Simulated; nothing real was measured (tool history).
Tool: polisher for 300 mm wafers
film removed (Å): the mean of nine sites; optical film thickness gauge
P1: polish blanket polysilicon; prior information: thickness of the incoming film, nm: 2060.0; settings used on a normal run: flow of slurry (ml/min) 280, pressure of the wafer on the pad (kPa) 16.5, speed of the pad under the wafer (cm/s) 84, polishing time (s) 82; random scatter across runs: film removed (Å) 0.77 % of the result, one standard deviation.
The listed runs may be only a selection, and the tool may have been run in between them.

run    day  flow of slurry (ml/min)  pressure of the wafer on the pad (kPa)  speed of the pad under the wafer (cm/s)  polishing time (s)  wafers polished on this pad  hours since the slurry nozzle was cleaned  hours since the head pressure was calibrated  film removed (Å)
  1  0.567                      280                                    16.5                                       84                  82                          387                                      126.2                                         140.8            4969.5
  2  0.892                      280                                     7.6                                       84                  82                          484                                      134.0                                         148.6            2224.0
  3  1.346                      280                                    16.5                                       84                  82                          619                                      144.9                                         159.5            4975.8
  4  1.875                      280                                    16.5                                       84                 117                          777                                      157.6                                         172.2            7159.5
  5  2.246                      280                                    16.5                                       84                  37                          888                                      166.5                                         181.1            2246.8
  6  2.600                      280                                    16.5                                       84                  82                          993                                      175.0                                         189.6            4955.4
  7  3.100                      280                                    16.5                                       84                  82                         1142                                      187.0                                         201.6            4890.7
  8  3.500                      190                                    16.5                                       84                  82                         1262                                      196.6                                         211.2            4719.8
  9  3.796                      395                                    16.5                                       84                  82                         1350                                      203.7                                         218.3            5124.7
 10  4.350                      280                                    16.5                                       84                  82                         1515                                      217.0                                         231.6            4884.1
 11  4.771                      280                                    22.8                                       44                  82                         1641                                      227.1                                         241.7            3581.3
 12  5.217                      280                                    16.5                                       38                  82                         1774                                      237.8                                         252.4            2244.2
 13  5.612                      280                                    24.8                                       84                  82                         1892                                      247.3                                         261.9            7416.6
 14  6.012                      280                                    16.5                                      128                  82                         2011                                      256.9                                         271.5            7658.6
 15  6.600                      280                                    16.5                                       84                  82                         2186                                      271.0                                         285.6            4922.2
 16  7.150                      280                                    16.5                                       84                  82                         2350                                      284.2                                         298.8            4831.1
 17  7.508                      280                                    16.5                                       84                  82                         2457                                      292.8                                         307.4            4753.2
     7.696  -- head pressure recalibrated
 18  7.879                      280                                    16.5                                       84                  82                         2568                                      301.7                                           4.4            4694.5
 19  8.396                      280                                    16.5                                       84                  82                         2722                                      314.1                                          16.8            4719.4

What does the tool deliver on the next run?
 20  8.929                      280                                    16.5                                       84                  82                         2881                                      326.9                                          29.6                 ?

Logged for run 20: film removed (Å) 4651.3.
